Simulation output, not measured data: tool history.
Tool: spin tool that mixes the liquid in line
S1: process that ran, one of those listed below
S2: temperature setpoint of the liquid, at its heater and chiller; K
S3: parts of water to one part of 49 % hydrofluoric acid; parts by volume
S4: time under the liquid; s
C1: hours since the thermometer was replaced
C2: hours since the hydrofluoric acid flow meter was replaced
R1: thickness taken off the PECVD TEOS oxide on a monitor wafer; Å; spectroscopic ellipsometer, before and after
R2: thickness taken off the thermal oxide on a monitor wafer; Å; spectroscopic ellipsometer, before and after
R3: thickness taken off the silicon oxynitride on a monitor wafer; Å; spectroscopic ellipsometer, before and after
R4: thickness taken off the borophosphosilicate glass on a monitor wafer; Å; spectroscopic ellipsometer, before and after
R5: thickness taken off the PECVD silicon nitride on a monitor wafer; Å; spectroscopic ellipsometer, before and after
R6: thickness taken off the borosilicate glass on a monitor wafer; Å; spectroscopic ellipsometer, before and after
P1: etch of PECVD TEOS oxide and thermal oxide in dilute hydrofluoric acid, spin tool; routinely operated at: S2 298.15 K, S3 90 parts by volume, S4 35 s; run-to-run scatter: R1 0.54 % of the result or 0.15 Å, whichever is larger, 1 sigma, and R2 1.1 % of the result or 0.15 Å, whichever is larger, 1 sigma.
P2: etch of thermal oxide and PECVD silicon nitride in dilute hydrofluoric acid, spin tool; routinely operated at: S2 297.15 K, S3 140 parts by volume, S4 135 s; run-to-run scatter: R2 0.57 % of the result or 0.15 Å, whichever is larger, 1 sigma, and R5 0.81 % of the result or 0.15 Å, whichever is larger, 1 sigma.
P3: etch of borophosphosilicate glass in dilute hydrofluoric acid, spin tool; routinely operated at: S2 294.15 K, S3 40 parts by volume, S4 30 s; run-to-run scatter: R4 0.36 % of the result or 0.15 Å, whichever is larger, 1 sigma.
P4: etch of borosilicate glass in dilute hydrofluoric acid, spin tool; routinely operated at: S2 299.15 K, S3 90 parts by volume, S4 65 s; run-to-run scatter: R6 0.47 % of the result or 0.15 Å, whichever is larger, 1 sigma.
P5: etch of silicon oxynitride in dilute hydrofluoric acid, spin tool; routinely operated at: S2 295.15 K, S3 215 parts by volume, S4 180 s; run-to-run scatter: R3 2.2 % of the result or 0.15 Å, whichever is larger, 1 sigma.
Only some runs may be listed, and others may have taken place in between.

Run 1, hour 8.5: S1 P1, S2 298.15 K, S3 90 parts by volume, S4 35 s; C1 388.3; C2 677.9. Result: R1 60.636 Å, R2 19.697 Å.
Run 2, hour 19.2: S1 P1, S2 305.65 K, S3 90 parts by volume, S4 35 s; C1 399; C2 688.6. Result: R1 81.211 Å, R2 26.682 Å.
Run 3, hour 27.5: S1 P5, S2 295.15 K, S3 215 parts by volume, S4 55 s; C1 407.3; C2 696.9. Result: R3 3.3467 Å.
Run 4, hour 41.3: S1 P3, S2 290.15 K, S3 40 parts by volume, S4 30 s; C1 421.1; C2 710.7. Result: R4 476.37 Å.
Run 5, hour 50.3: S1 P1, S2 298.15 K, S3 90 parts by volume, S4 15 s; C1 430.1; C2 719.7. Result: R1 26.283 Å, R2 8.3766 Å.
Run 6, hour 61.3: S1 P2, S2 304.65 K, S3 140 parts by volume, S4 135 s; C1 441.1; C2 730.7. Result: R2 59.075 Å, R5 52.62 Å.
Run 7, hour 76.7: S1 P4, S2 299.15 K, S3 90 parts by volume, S4 100 s; C1 456.5; C2 746.1. Result: R6 356.09 Å.
Run 8, hour 88.6: S1 P3, S2 294.15 K, S3 70 parts by volume, S4 30 s; C1 468.4; C2 758. Result: R4 310.52 Å.
Run 9, hour 102.7: S1 P1, S2 298.15 K, S3 20 parts by volume, S4 20 s; C1 482.5; C2 772.1. Result: R1 172.5 Å, R2 53.936 Å.
Run 10, hour 112.7: S1 P3, S2 294.15 K, S3 40 parts by volume, S4 30 s; C1 492.5; C2 782.1. Result: R4 565.24 Å.
Run 11, hour 122.9: S1 P1, S2 298.15 K, S3 90 parts by volume, S4 35 s; C1 502.7; C2 792.3. Result: R1 61.224 Å, R2 18.985 Å.
Run 12, hour 138.9: S1 P2, S2 297.15 K, S3 140 parts by volume, S4 135 s; C1 518.7; C2 808.3. Result: R2 44.852 Å, R5 33.071 Å.
Run 13, hour 147.1: S1 P1, S2 298.15 K, S3 90 parts by volume, S4 35 s; C1 526.9; C2 816.5. Result: R1 60.625 Å, R2 19.189 Å.
Run 14, hour 155.1: S1 P3, S2 294.15 K, S3 40 parts by volume, S4 30 s; C1 534.9; C2 824.5. Result: R4 567.27 Å.
Run 15, hour 163.4: S1 P1, S2 298.15 K, S3 90 parts by volume, S4 35 s; C1 543.2; C2 832.8. Result: R1 61.072 Å, R2 19.765 Å.
Run 16, hour 172.9: S1 P2, S2 297.15 K, S3 250 parts by volume, S4 135 s; C1 552.7; C2 842.3. Result: R2 22.667 Å, R5 18.415 Å.
Run 17, hour 186.8: S1 P5, S2 295.15 K, S3 395 parts by volume, S4 180 s; C1 566.6; C2 856.2. Result: R3 4.8974 Å.
Run 18, hour 199.9: S1 P4, S2 299.15 K, S3 125 parts by volume, S4 65 s; C1 579.7; C2 869.3. Result: R6 160 Å.
Run 19, hour 214.3: S1 P3, S2 294.15 K, S3 40 parts by volume, S4 15 s; C1 594.1; C2 883.7. Result: R4 282.85 Å.
Run 20, hour 225.1: S1 P4, S2 292.15 K, S3 90 parts by volume, S4 65 s; C1 604.9; C2 894.5. Result: R6 174.39 Å.
Run 21, hour 239.8: S1 P1, S2 298.15 K, S3 90 parts by volume, S4 35 s; C1 619.6; C2 909.2. Result: R1 60.275 Å, R2 19.902 Å.
Run 22, hour 250.3: S1 P1, S2 298.15 K, S3 90 parts by volume, S4 35 s; C1 630.1; C2 919.7. Result: R1 60.587 Å, R2 19.411 Å.
At hour 257.2: hydrofluoric acid flow meter replaced.
Run 23, hour 261.2: S1 P2, S2 297.15 K, S3 140 parts by volume, S4 135 s; C1 641; C2 4. Result: R2 45.09 Å, R5 33.034 Å.
Run 24, hour 270.3: S1 P1, S2 298.15 K, S3 90 parts by volume, S4 55 s; C1 650.1; C2 13.1. Result: R1 96.122 Å, R2 31.186 Å.
Run 25, hour 282.7: S1 P5, S2 290.15 K, S3 215 parts by volume, S4 180 s; C1 662.5; C2 25.5. Result: R3 8.3803 Å.
Run 26, hour 294.7: S1 P5, S2 295.15 K, S3 215 parts by volume, S4 180 s; C1 674.5; C2 37.5. Result: R3 10.562 Å.
Run 27, hour 307.6: S1 P1, S2 298.15 K, S3 130 parts by volume, S4 35 s; C1 687.4; C2 50.4. Result: R1 39.903 Å, R2 12.982 Å.
Run 28, hour 323.7: S1 P2, S2 297.15 K, S3 140 parts by volume, S4 265 s; C1 703.5; C2 66.5. Result: R2 87.639 Å, R5 64.569 Å.
Run 29, hour 337.1: S1 P1, S2 298.15 K, S3 40 parts by volume, S4 35 s; C1 716.9; C2 79.9. Result: R1 144.87 Å, R2 47.195 Å.
Run 30, hour 349.8: S1 P1, S2 298.15 K, S3 90 parts by volume, S4 35 s; C1 729.6; C2 92.6. Result: R1 60.614 Å, R2 19.699 Å.
Run 31, hour 366.7: S1 P1, S2 294.65 K, S3 90 parts by volume, S4 35 s; C1 746.5; C2 109.5. Result: R1 53.565 Å, R2 17.213 Å.
Run 32, hour 378.4: S1 P4, S2 299.15 K, S3 90 parts by volume, S4 65 s; C1 758.2; C2 121.2. Result: R6 232.11 Å.
Run 33, hour 395.3: S1 P1, S2 298.15 K, S3 90 parts by volume, S4 35 s; C1 775.1; C2 138.1. Result: R1 61.059 Å, R2 19.663 Å.
Run 34, hour 409.2: S1 P1, S2 298.15 K, S3 90 parts by volume, S4 35 s; C1 789; C2 152. Result: R1 59.308 Å, R2 18.718 Å.
Run 35, hour 420.7: S1 P1, S2 298.15 K, S3 90 parts by volume, S4 35 s; C1 800.5; C2 163.5. Result: R1 58.116 Å, R2 18.779 Å.
Run 36, hour 432.2: S1 P1, S2 298.15 K, S3 90 parts by volume, S4 35 s; C1 812; C2 175. Result: R1 57.425 Å, R2 18.362 Å.
Run 37, hour 440.9: S1 P1, S2 298.15 K, S3 90 parts by volume, S4 35 s; C1 820.7; C2 183.7. Result: R1 57.058 Å, R2 18.586 Å.
Run 38, hour 449.6: S1 P1, S2 298.15 K, S3 90 parts by volume, S4 35 s; C1 829.4; C2 192.4. Result: R1 57.06 Å, R2 18.363 Å.
Run 39, hour 461.5: S1 P1, S2 298.15 K, S3 90 parts by volume, S4 35 s; C1 841.3; C2 204.3. Result: R1 56.692 Å, R2 18.212 Å.
Run 40, hour 478.1: S1 P1, S2 298.15 K, S3 90 parts by volume, S4 35 s; C1 857.9; C2 220.9. Result: R1 56.093 Å, R2 18.051 Å.

P1 has crept away from where it was. The log is fitted equally well by each of these 2 causes, at the sizes shown:
A: hydrofluoric acid flow below the setpoint (%) = 6.03
B: liquid colder than its thermometer reads (K) = 1.75
The creep began at about hour 395.3.

Each of the check runs listed below is run on 2 wafers and reports their average, with the results left as question marks. Pick the one under which the possible causes would lead to clearly different results.
Run check 1, hour 494.7: S1 P4, S2 293.15 K, S3 125 parts by volume, S4 65 s. Result: R6 ?.
Run check 2, hour 494.7: S1 P2, S2 304.15 K, S3 140 parts by volume, S4 255 s. Result: R2 ?, R5 ?.
Run check 3, hour 494.7: S1 P5, S2 290.15 K, S3 335 parts by volume, S4 180 s. Result: R3 ?.
Run check 4, hour 494.7: S1 P3, S2 294.15 K, S3 65 parts by volume, S4 30 s. Result: R4 ?.

What each check would give under each cause:
  check  result    if A    if B
check 1      R6  116.84  116.77
check 2      R2  102.03  103.15
check 2      R5  90.396  86.486
check 3      R3  4.7108  4.6805
check 4      R4  315.57  313.59
Distance between the nearest two causes, measured in the result of the check that separates them most: check 1 0.06 %; check 2 4.42 %; check 3 0.65 %; check 4 0.63 %
Only in check 2 would the causes give clearly different results; in the remaining checks their results would be nearly the same.

Check 2 was then run and gave: R2 103.13 Å; R5 86.507 Å. Which cause is it?

The correct cause is B, namely: liquid colder than its thermometer reads (K).
